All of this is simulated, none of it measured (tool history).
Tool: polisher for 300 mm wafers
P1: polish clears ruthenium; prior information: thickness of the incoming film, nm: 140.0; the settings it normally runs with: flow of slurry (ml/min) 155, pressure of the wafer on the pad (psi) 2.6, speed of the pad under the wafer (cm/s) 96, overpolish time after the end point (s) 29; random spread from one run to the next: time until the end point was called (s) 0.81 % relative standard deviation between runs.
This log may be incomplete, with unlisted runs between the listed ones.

run     day  flow of slurry (ml/min)  pressure of the wafer on the pad (psi)  speed of the pad under the wafer (cm/s)  overpolish time after the end point (s)  wafers polished on this pad  hours since the slurry nozzle was cleaned  hours since the head pressure was calibrated  time until the end point was called (s)
  1   0.379                      155                                     2.6                                       96                                       29                          810                                      468.7                                         306.6                                   101.38
  2   0.812                      155                                     2.6                                       96                                       29                          889                                      479.1                                           317                                   102.04
  3   1.496                      155                                     3.6                                       96                                       29                         1014                                      495.5                                         333.4                                   73.091
  4   2.029                      155                                     2.6                                       96                                       29                         1112                                      508.3                                         346.2                                   102.31
  5   2.629                      155                                     2.6                                       50                                        9                         1221                                      522.7                                         360.6                                   194.35
  6   3.062                      155                                     2.6                                      148                                       29                         1300                                      533.1                                           371                                   66.138
  7   3.792                      155                                     2.6                                       44                                       29                         1434                                      550.6                                         388.5                                   223.52
  8   4.529                      155                                     2.6                                       96                                        9                         1568                                      568.3                                         406.2                                   101.74
  9   5.108                      155                                     2.6                                       96                                       29                         1674                                      582.2                                         420.1                                    102.5
 10   5.858                      155                                     2.6                                       96                                       54                         1811                                      600.2                                         438.1                                   103.06
 11   6.454                       95                                     2.6                                       96                                       29                         1920                                      614.5                                         452.4                                   112.55
 12   7.083                      215                                     2.6                                       96                                       29                         2035                                      629.6                                         467.5                                   96.537
 13   7.538                      155                                     2.6                                       96                                       29                         2118                                      640.5                                         478.4                                   101.56
 14   8.333                      155                                     1.2                                       96                                       29                         2264                                      659.6                                         497.5                                   219.13
 15   9.129                      245                                     2.6                                       96                                       52                         2409                                      678.7                                         516.6                                    96.49
 16   9.512                      155                                     2.6                                       96                                       29                         2479                                      687.9                                         525.8                                   103.53
 17  10.312                      155                                     2.6                                       96                                       29                         2625                                      707.1                                           545                                   105.42
 18  10.788                      155                                     2.6                                       96                                       29                         2712                                      718.5                                         556.4                                   107.47
     11.021  -- head pressure recalibrated
 19  11.392                      155                                     2.6                                       96                                       29                         2822                                        733                                             9                                   108.49
 20  11.908                      155                                     2.6                                       96                                       29                         2917                                      745.4                                          21.4                                   109.73
 21  12.462                      155                                     2.6                                       96                                       29                         3018                                      758.7                                          34.7                                   109.04
 22  12.846                      155                                     2.6                                       96                                       29                         3088                                      767.9                                          43.9                                   108.48
 23  13.325                      155                                     2.6                                       96                                       29                         3176                                      779.4                                          55.4                                   109.78

P1 has crept away from where it was. The log is fitted equally well by each of these 2 causes, at the sizes shown:
A: slurry flow missing at the pad, % = 30.4
B: removal rate lost through wear of the pad, % = 6.98
The onset of the drift is placed at about day 9.512.
Why every other cause is out:
head's pressure below its setpoint, %: serviced at day 11.021, after the drift had started, without restoring the earlier output

The list below offers 4 check runs, each averaging the results of 3 wafers, and shows each result as a question mark. For which of them would the listed causes give clearly different results?
check 1  13.804                      155                                     1.2                                       96                                       54                                                                                                                                                              ?
check 2  13.804                       95                                     2.6                                       50                                       29                                                                                                                                                              ?
check 3  13.804                      155                                     2.6                                       96                                        9                                                                                                                                                              ?
check 4  13.804                      155                                     2.6                                      146                                       50                                                                                                                                                              ?

If the cause were each of the candidates in turn, the checks would give the following:
  check                                   result    if A    if B
check 1  time until the end point was called (s)  238.24  238.21
check 2  time until the end point was called (s)   243.6  234.24
check 3  time until the end point was called (s)  109.96  109.94
check 4  time until the end point was called (s)    72.3  72.291
Per check, the gap between the least separated pair of causes, taken in the result that splits them most: check 1 0.01 %; check 2 3.92 %; check 3 0.01 %; check 4 0.01 %
Only in check 2 would the causes give clearly different results; in the remaining checks their results would be nearly the same.

Check 2 was carried out, with these results: time until the end point was called (s) 243.12. Which of the listed causes is responsible?

Of the candidate causes, it is A: slurry flow missing at the pad, %.
